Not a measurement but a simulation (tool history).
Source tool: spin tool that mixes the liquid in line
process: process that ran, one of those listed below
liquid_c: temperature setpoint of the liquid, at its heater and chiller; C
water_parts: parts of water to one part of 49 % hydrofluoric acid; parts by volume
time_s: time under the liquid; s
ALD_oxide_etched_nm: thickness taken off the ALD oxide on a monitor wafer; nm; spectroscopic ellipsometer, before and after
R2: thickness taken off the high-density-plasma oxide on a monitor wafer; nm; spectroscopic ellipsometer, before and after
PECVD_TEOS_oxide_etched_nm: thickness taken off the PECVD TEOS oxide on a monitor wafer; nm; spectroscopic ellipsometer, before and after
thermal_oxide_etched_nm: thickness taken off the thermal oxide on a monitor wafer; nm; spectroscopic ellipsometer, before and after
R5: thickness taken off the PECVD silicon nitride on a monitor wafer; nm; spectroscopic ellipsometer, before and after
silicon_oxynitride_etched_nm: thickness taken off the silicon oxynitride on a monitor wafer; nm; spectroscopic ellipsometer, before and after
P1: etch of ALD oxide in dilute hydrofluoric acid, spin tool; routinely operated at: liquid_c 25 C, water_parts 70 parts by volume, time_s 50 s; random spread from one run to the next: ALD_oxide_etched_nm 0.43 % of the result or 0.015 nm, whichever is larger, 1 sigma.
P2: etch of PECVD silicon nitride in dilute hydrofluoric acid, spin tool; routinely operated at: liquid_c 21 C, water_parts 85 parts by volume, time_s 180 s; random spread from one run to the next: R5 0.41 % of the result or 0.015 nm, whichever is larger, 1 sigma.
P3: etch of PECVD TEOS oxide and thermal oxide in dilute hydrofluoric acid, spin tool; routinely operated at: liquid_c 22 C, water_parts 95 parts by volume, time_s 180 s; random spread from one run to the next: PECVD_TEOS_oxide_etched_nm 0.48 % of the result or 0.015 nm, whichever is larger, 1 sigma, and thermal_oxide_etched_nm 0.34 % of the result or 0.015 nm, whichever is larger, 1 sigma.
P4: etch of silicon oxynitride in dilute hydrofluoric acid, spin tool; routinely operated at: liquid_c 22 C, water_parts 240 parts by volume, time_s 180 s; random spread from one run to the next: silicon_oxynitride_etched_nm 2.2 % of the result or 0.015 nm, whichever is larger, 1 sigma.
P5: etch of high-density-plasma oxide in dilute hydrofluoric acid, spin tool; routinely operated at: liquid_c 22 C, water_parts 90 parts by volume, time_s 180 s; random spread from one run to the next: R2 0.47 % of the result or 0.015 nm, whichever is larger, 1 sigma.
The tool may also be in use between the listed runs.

{"run": 1, "day": 0.479, "process": "P1", "liquid_c": 25, "water_parts": 70, "time_s": 50, "ALD_oxide_etched_nm": 10.291}
{"run": 2, "day": 0.692, "process": "P5", "liquid_c": 26.5, "water_parts": 90, "time_s": 180, "R2": 18.212}
{"run": 3, "day": 0.904, "process": "P1", "liquid_c": 25, "water_parts": 70, "time_s": 50, "ALD_oxide_etched_nm": 10.284}
{"run": 4, "day": 1.242, "process": "P1", "liquid_c": 29.5, "water_parts": 70, "time_s": 50, "ALD_oxide_etched_nm": 12.25}
{"run": 5, "day": 1.646, "process": "P1", "liquid_c": 33, "water_parts": 120, "time_s": 50, "ALD_oxide_etched_nm": 7.6187}
{"run": 6, "day": 1.917, "process": "P1", "liquid_c": 25, "water_parts": 25, "time_s": 50, "ALD_oxide_etched_nm": 30.616}
{"run": 7, "day": 2.358, "process": "P3", "liquid_c": 22, "water_parts": 95, "time_s": 180, "PECVD_TEOS_oxide_etched_nm": 22.165, "thermal_oxide_etched_nm": 8.301}
{"run": 8, "day": 2.692, "process": "P1", "liquid_c": 19.5, "water_parts": 70, "time_s": 50, "ALD_oxide_etched_nm": 8.2196}
{"run": 9, "day": 2.975, "process": "P1", "liquid_c": 25, "water_parts": 70, "time_s": 15, "ALD_oxide_etched_nm": 3.0588}
{"run": 10, "day": 3.2, "process": "P1", "liquid_c": 25, "water_parts": 70, "time_s": 80, "ALD_oxide_etched_nm": 16.491}
{"run": 11, "day": 3.625, "process": "P3", "liquid_c": 28, "water_parts": 95, "time_s": 180, "PECVD_TEOS_oxide_etched_nm": 27.823, "thermal_oxide_etched_nm": 10.543}
{"run": 12, "day": 3.983, "process": "P1", "liquid_c": 25, "water_parts": 125, "time_s": 50, "ALD_oxide_etched_nm": 5.3697}
{"day": 4.079, "done": "thermometer replaced"}
{"run": 13, "day": 4.2, "process": "P1", "liquid_c": 25, "water_parts": 70, "time_s": 50, "ALD_oxide_etched_nm": 10.32}
{"run": 14, "day": 4.475, "process": "P2", "liquid_c": 17, "water_parts": 85, "time_s": 180, "R5": 7.3835}
{"run": 15, "day": 4.779, "process": "P4", "liquid_c": 22, "water_parts": 240, "time_s": 180, "silicon_oxynitride_etched_nm": 1.038}
{"run": 16, "day": 5.142, "process": "P1", "liquid_c": 25, "water_parts": 70, "time_s": 50, "ALD_oxide_etched_nm": 10.316}
{"run": 17, "day": 5.467, "process": "P4", "liquid_c": 22, "water_parts": 240, "time_s": 25, "silicon_oxynitride_etched_nm": 0.11189}
{"run": 18, "day": 5.725, "process": "P1", "liquid_c": 32, "water_parts": 70, "time_s": 70, "ALD_oxide_etched_nm": 18.88}
{"run": 19, "day": 5.975, "process": "P1", "liquid_c": 25, "water_parts": 70, "time_s": 50, "ALD_oxide_etched_nm": 10.182}
{"run": 20, "day": 6.225, "process": "P2", "liquid_c": 21, "water_parts": 85, "time_s": 180, "R5": 9.7063}
{"run": 21, "day": 6.533, "process": "P1", "liquid_c": 25, "water_parts": 70, "time_s": 50, "ALD_oxide_etched_nm": 10.325}
{"run": 22, "day": 6.862, "process": "P3", "liquid_c": 22, "water_parts": 95, "time_s": 180, "PECVD_TEOS_oxide_etched_nm": 22.151, "thermal_oxide_etched_nm": 8.2818}
{"run": 23, "day": 7.183, "process": "P1", "liquid_c": 25, "water_parts": 100, "time_s": 75, "ALD_oxide_etched_nm": 10.275}
{"run": 24, "day": 7.517, "process": "P1", "liquid_c": 25, "water_parts": 70, "time_s": 50, "ALD_oxide_etched_nm": 10.217}
{"run": 25, "day": 7.962, "process": "P2", "liquid_c": 21, "water_parts": 140, "time_s": 180, "R5": 5.9546}
{"run": 26, "day": 8.312, "process": "P3", "liquid_c": 22, "water_parts": 45, "time_s": 180, "PECVD_TEOS_oxide_etched_nm": 49.492, "thermal_oxide_etched_nm": 18.589}
{"run": 27, "day": 8.671, "process": "P5", "liquid_c": 22, "water_parts": 35, "time_s": 180, "R2": 41.869}
{"run": 28, "day": 9.154, "process": "P4", "liquid_c": 22, "water_parts": 330, "time_s": 180, "silicon_oxynitride_etched_nm": 0.74133}
{"run": 29, "day": 9.421, "process": "P5", "liquid_c": 22, "water_parts": 90, "time_s": 80, "R2": 6.8075}
{"run": 30, "day": 9.854, "process": "P3", "liquid_c": 22, "water_parts": 95, "time_s": 50, "PECVD_TEOS_oxide_etched_nm": 6.1281, "thermal_oxide_etched_nm": 2.3144}
{"run": 31, "day": 10.183, "process": "P4", "liquid_c": 27.5, "water_parts": 240, "time_s": 180, "silicon_oxynitride_etched_nm": 1.3115}
{"run": 32, "day": 10.429, "process": "P5", "liquid_c": 22, "water_parts": 90, "time_s": 180, "R2": 15.22}
{"run": 33, "day": 10.75, "process": "P2", "liquid_c": 21, "water_parts": 85, "time_s": 90, "R5": 4.8491}
{"run": 34, "day": 11.133, "process": "P2", "liquid_c": 21, "water_parts": 85, "time_s": 180, "R5": 9.6188}
{"run": 35, "day": 11.479, "process": "P1", "liquid_c": 25, "water_parts": 70, "time_s": 50, "ALD_oxide_etched_nm": 10.341}
{"run": 36, "day": 11.733, "process": "P1", "liquid_c": 25, "water_parts": 70, "time_s": 50, "ALD_oxide_etched_nm": 10.107}
{"run": 37, "day": 12.208, "process": "P1", "liquid_c": 25, "water_parts": 70, "time_s": 50, "ALD_oxide_etched_nm": 9.8007}
{"run": 38, "day": 12.671, "process": "P1", "liquid_c": 25, "water_parts": 70, "time_s": 50, "ALD_oxide_etched_nm": 9.6993}
{"run": 39, "day": 12.979, "process": "P1", "liquid_c": 25, "water_parts": 70, "time_s": 50, "ALD_oxide_etched_nm": 9.7062}
{"run": 40, "day": 13.446, "process": "P1", "liquid_c": 25, "water_parts": 70, "time_s": 50, "ALD_oxide_etched_nm": 9.5324}
{"run": 41, "day": 13.812, "process": "P1", "liquid_c": 25, "water_parts": 70, "time_s": 50, "ALD_oxide_etched_nm": 9.4523}
{"run": 42, "day": 14.167, "process": "P1", "liquid_c": 25, "water_parts": 70, "time_s": 50, "ALD_oxide_etched_nm": 9.4377}

Run 43 is up next; what results do you expect?
{"run": 43, "day": 14.533, "process": "P1", "liquid_c": 25, "water_parts": 70, "time_s": 50, "ALD_oxide_etched_nm": "?"}

ALD_oxide_etched_nm: 9.5195 nm

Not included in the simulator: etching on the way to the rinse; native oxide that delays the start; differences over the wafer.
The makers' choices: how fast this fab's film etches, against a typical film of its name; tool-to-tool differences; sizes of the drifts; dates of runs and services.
